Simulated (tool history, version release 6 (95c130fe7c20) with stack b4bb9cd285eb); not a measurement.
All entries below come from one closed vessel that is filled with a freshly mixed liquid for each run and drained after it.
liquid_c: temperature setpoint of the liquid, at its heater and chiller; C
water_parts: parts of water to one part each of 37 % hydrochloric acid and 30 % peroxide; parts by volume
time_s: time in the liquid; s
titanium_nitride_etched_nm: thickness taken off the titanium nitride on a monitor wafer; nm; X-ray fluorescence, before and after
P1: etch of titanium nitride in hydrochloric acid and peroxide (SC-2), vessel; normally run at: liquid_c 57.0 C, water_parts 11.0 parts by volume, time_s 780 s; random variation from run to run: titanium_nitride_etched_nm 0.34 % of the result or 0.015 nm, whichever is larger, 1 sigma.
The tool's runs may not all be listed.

run    day  liquid_c  water_parts  time_s  hours since the thermometer was replaced  hours since the chemicals flow meter was replaced  hours since the drum of peroxide was connected  titanium_nitride_etched_nm
  1  0.375      57.0         11.0     780                                     862.9                                              981.3                                           113.4                      43.662
  2  0.692      57.0         19.5     780                                     870.5                                              988.9                                           121.0                      26.505
  3  1.208      70.0         11.0     780                                     882.9                                             1001.3                                           133.4                      97.364
  4  1.542      40.5         11.0     780                                     890.9                                             1009.3                                           141.4                      14.338
  5  1.829      57.0         11.0     780                                     897.8                                             1016.2                                           148.3                      43.665
  6  2.358      57.0          4.0     780                                     910.5                                             1028.9                                           161.0                      94.435
     2.479  -- new drum of peroxide connected
  7  2.625      57.0         11.0     780                                     916.9                                             1035.3                                             3.6                      43.804
  8  2.954      57.0         11.0     270                                     924.8                                             1043.2                                            11.5                      15.125
  9  3.392      43.0         15.5     780                                     935.3                                             1053.7                                            22.0                      12.765
 10  3.679      57.0         11.0    1305                                     942.2                                             1060.6                                            28.9                      73.047
 11  3.946      57.0         11.0     780                                     948.6                                             1067.0                                            35.3                      43.488
 12  4.221      57.0         11.0     780                                     955.2                                             1073.6                                            41.9                      43.771
 13  4.567      57.0         11.0     780                                     963.5                                             1081.9                                            50.2                      42.281
 14  5.033      57.0         11.0     780                                     974.7                                             1093.1                                            61.4                      40.852
 15  5.500      57.0         11.0     780                                     985.9                                             1104.3                                            72.6                      40.621
 16  5.950      57.0         11.0     780                                     996.7                                             1115.1                                            83.4                      39.847
 17  6.367      57.0         11.0     780                                    1006.7                                             1125.1                                            93.4                      39.624
     6.383  -- new drum of peroxide connected
 18  6.888      57.0         11.0     780                                    1019.2                                             1137.6                                            12.1                      39.506
 19  7.421      57.0         11.0     780                                    1032.0                                             1150.4                                            24.9                      39.318
 20  7.704      57.0         11.0     780                                    1038.8                                             1157.2                                            31.7                      39.454
 21  8.046      57.0         11.0     780                                    1047.0                                             1165.4                                            39.9                      39.218

P1 has crept away from where it was. The log is fitted equally well by each of these 2 causes, at the sizes shown:
A: liquid colder than its thermometer reads (K) = 1.65
B: chemicals flow below the setpoint (%) = 11.6
Creep in the process output first set in at about day 4.221.
All other causes, with the reason each is excluded:
peroxide weaker than its label (%): work on it at day 6.383, done after the drift set in, did not restore what the process gave before

The 4 check runs listed below each average the results of 2 wafers, and their outcomes are marked with question marks. Under which run would the listed causes produce clearly different results?
check 1  8.388      44.0          5.5     780                                                                                                                                                                        ?
check 2  8.388      57.0         19.5     300                                                                                                                                                                        ?
check 3  8.388      66.0         11.0     780                                                                                                                                                                        ?
check 4  8.388      57.0         15.0     420                                                                                                                                                                        ?

Predicted outcomes, by check and by cause:
  check                      result     if A     if B
check 1  titanium_nitride_etched_nm  28.4060  29.0640
check 2  titanium_nitride_etched_nm   9.1275   9.0681
check 3  titanium_nitride_etched_nm  69.0700  68.7330
check 4  titanium_nitride_etched_nm  16.1610  16.1030
Gap, in per cent, between the two causes that each check separates least, read from the result that separates them most: check 1 2.29 %; check 2 0.65 %; check 3 0.49 %; check 4 0.36 %
Only in check 1 would the causes give clearly different results; in the remaining checks their results would be nearly the same.

With check 1 done, the readings were: titanium_nitride_etched_nm 28.9390 nm. Identify which of the listed causes applies.

B is the cause: chemicals flow below the setpoint (%).
